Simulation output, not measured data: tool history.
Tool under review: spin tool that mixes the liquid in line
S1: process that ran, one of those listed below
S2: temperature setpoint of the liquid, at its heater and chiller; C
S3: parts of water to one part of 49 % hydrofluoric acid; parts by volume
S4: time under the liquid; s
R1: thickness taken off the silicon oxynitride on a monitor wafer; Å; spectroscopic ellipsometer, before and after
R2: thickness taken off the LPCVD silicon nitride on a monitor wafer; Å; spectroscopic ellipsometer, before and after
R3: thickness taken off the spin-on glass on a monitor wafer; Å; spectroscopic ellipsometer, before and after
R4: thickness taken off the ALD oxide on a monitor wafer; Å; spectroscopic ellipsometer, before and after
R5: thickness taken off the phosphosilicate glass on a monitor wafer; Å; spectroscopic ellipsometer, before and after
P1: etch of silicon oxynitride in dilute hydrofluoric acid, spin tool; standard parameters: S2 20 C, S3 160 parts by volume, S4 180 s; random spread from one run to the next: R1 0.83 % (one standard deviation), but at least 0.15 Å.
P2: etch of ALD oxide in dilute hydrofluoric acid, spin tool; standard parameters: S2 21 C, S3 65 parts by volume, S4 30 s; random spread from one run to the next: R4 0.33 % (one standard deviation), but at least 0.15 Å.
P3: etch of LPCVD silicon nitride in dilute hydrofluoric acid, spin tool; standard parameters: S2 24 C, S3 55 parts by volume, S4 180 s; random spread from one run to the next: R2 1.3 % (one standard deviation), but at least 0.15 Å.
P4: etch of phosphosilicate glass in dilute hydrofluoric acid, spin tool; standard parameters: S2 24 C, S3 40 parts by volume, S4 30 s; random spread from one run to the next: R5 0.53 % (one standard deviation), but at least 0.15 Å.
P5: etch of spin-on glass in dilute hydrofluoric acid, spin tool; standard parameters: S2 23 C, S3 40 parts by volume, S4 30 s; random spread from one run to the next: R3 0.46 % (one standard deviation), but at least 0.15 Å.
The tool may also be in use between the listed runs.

Run 1, hour 7.1: S1 P1, S2 20 C, S3 160 parts by volume, S4 180 s. Result: R1 31.044 Å.
Run 2, hour 13.8: S1 P1, S2 20 C, S3 160 parts by volume, S4 180 s. Result: R1 31.356 Å.
Run 3, hour 19.6: S1 P3, S2 24 C, S3 100 parts by volume, S4 180 s. Result: R2 8.7375 Å.
Run 4, hour 26.3: S1 P5, S2 23 C, S3 40 parts by volume, S4 55 s. Result: R3 657.27 Å.
Run 5, hour 32.2: S1 P5, S2 23 C, S3 40 parts by volume, S4 30 s. Result: R3 358.09 Å.
Run 6, hour 39.7: S1 P1, S2 20 C, S3 160 parts by volume, S4 180 s. Result: R1 30.724 Å.
Run 7, hour 47.9: S1 P2, S2 21 C, S3 65 parts by volume, S4 30 s. Result: R4 69.063 Å.
Run 8, hour 57.7: S1 P2, S2 21 C, S3 65 parts by volume, S4 30 s. Result: R4 68.886 Å.
Run 9, hour 67.5: S1 P3, S2 24 C, S3 55 parts by volume, S4 180 s. Result: R2 15.283 Å.
Run 10, hour 73.7: S1 P1, S2 20 C, S3 160 parts by volume, S4 180 s. Result: R1 31.205 Å.
Run 11, hour 81: S1 P4, S2 24 C, S3 20 parts by volume, S4 30 s. Result: R5 1425.5 Å.
Run 12, hour 89.7: S1 P1, S2 20 C, S3 160 parts by volume, S4 365 s. Result: R1 63.371 Å.
Run 13, hour 96.6: S1 P1, S2 24 C, S3 160 parts by volume, S4 180 s. Result: R1 38.205 Å.
Run 14, hour 103.5: S1 P2, S2 17 C, S3 65 parts by volume, S4 30 s. Result: R4 58.183 Å.
Run 15, hour 113.3: S1 P1, S2 20 C, S3 160 parts by volume, S4 70 s. Result: R1 12.229 Å.
Run 16, hour 119.3: S1 P1, S2 20 C, S3 260 parts by volume, S4 180 s. Result: R1 17.625 Å.
Run 17, hour 127.6: S1 P3, S2 24 C, S3 55 parts by volume, S4 35 s. Result: R2 2.8303 Å.
Run 18, hour 135.7: S1 P2, S2 21 C, S3 25 parts by volume, S4 30 s. Result: R4 188.49 Å.
Run 19, hour 145.4: S1 P4, S2 28 C, S3 40 parts by volume, S4 30 s. Result: R5 815.08 Å.
Run 20, hour 150.7: S1 P4, S2 24 C, S3 40 parts by volume, S4 30 s. Result: R5 701.18 Å.
Run 21, hour 160.8: S1 P3, S2 17 C, S3 55 parts by volume, S4 180 s. Result: R2 9.4556 Å.
Run 22, hour 167.3: S1 P5, S2 17 C, S3 40 parts by volume, S4 30 s. Result: R3 278.21 Å.
Run 23, hour 176.1: S1 P1, S2 20 C, S3 45 parts by volume, S4 180 s. Result: R1 121.14 Å.
Run 24, hour 180.9: S1 P2, S2 21 C, S3 65 parts by volume, S4 15 s. Result: R4 34.542 Å.
Run 25, hour 189.5: S1 P1, S2 20 C, S3 160 parts by volume, S4 180 s. Result: R1 31.068 Å.
Run 26, hour 199.2: S1 P4, S2 24 C, S3 40 parts by volume, S4 55 s. Result: R5 1288.7 Å.
Run 27, hour 205.3: S1 P1, S2 20 C, S3 160 parts by volume, S4 180 s. Result: R1 30.931 Å.
Run 28, hour 211.3: S1 P1, S2 20 C, S3 160 parts by volume, S4 180 s. Result: R1 31.215 Å.
Run 29, hour 217.7: S1 P5, S2 23 C, S3 20 parts by volume, S4 30 s. Result: R3 738.2 Å.
Run 30, hour 223.3: S1 P1, S2 24 C, S3 245 parts by volume, S4 180 s. Result: R1 23.044 Å.
Run 31, hour 229.5: S1 P1, S2 17 C, S3 160 parts by volume, S4 180 s. Result: R1 27.198 Å.
Run 32, hour 239.5: S1 P1, S2 20 C, S3 160 parts by volume, S4 180 s. Result: R1 31.109 Å.
Run 33, hour 246: S1 P1, S2 20 C, S3 160 parts by volume, S4 180 s. Result: R1 32.638 Å.
Run 34, hour 252.7: S1 P1, S2 20 C, S3 160 parts by volume, S4 180 s. Result: R1 33.433 Å.
Run 35, hour 260.8: S1 P1, S2 20 C, S3 160 parts by volume, S4 180 s. Result: R1 33.686 Å.
Run 36, hour 270.9: S1 P1, S2 20 C, S3 160 parts by volume, S4 180 s. Result: R1 34.647 Å.
Run 37, hour 277.3: S1 P1, S2 20 C, S3 160 parts by volume, S4 180 s. Result: R1 34.184 Å.
Run 38, hour 286.6: S1 P1, S2 20 C, S3 160 parts by volume, S4 180 s. Result: R1 34.609 Å.
Run 39, hour 292.6: S1 P1, S2 20 C, S3 160 parts by volume, S4 180 s. Result: R1 35.188 Å.
Run 40, hour 301.7: S1 P1, S2 20 C, S3 160 parts by volume, S4 180 s. Result: R1 34.482 Å.

The output of P1 has drifted from where it used to be. Each of the 2 causes below, taken at the size shown beside it, accounts for the log equally well:
A: liquid hotter than its thermometer reads (K) = 2.39
B: hydrofluoric acid flow above the setpoint (%) = 10.7
Creep in the process output first set in at about hour 239.5.

Each of the check runs listed below is run on 5 wafers and reports their average, with the results left as question marks. Pick the one under which the possible causes would lead to clearly different results.
Run check 1, hour 310.8: S1 P2, S2 17 C, S3 30 parts by volume, S4 30 s. Result: R4 ?.
Run check 2, hour 310.8: S1 P3, S2 17 C, S3 55 parts by volume, S4 180 s. Result: R2 ?.
Run check 3, hour 310.8: S1 P5, S2 18.5 C, S3 40 parts by volume, S4 30 s. Result: R3 ?.
Run check 4, hour 310.8: S1 P4, S2 24 C, S3 20 parts by volume, S4 30 s. Result: R5 ?.

Check results expected under each cause:
  check  result    if A    if B
check 1      R4  145.53   145.6
check 2      R2  11.019   10.28
check 3      R3  329.16   330.4
check 4      R5  1584.2  1590.7
Smallest distance between any two causes, each pair judged by its most separating result, in per cent: check 1 0.05 %; check 2 6.94 %; check 3 0.38 %; check 4 0.41 %
Check 2 tells the causes apart: in the others they would give nearly the same result.

Check 2 was carried out, with these results: R2 10.322 Å. Which of the listed causes is responsible?

The cause is B: hydrofluoric acid flow above the setpoint (%).
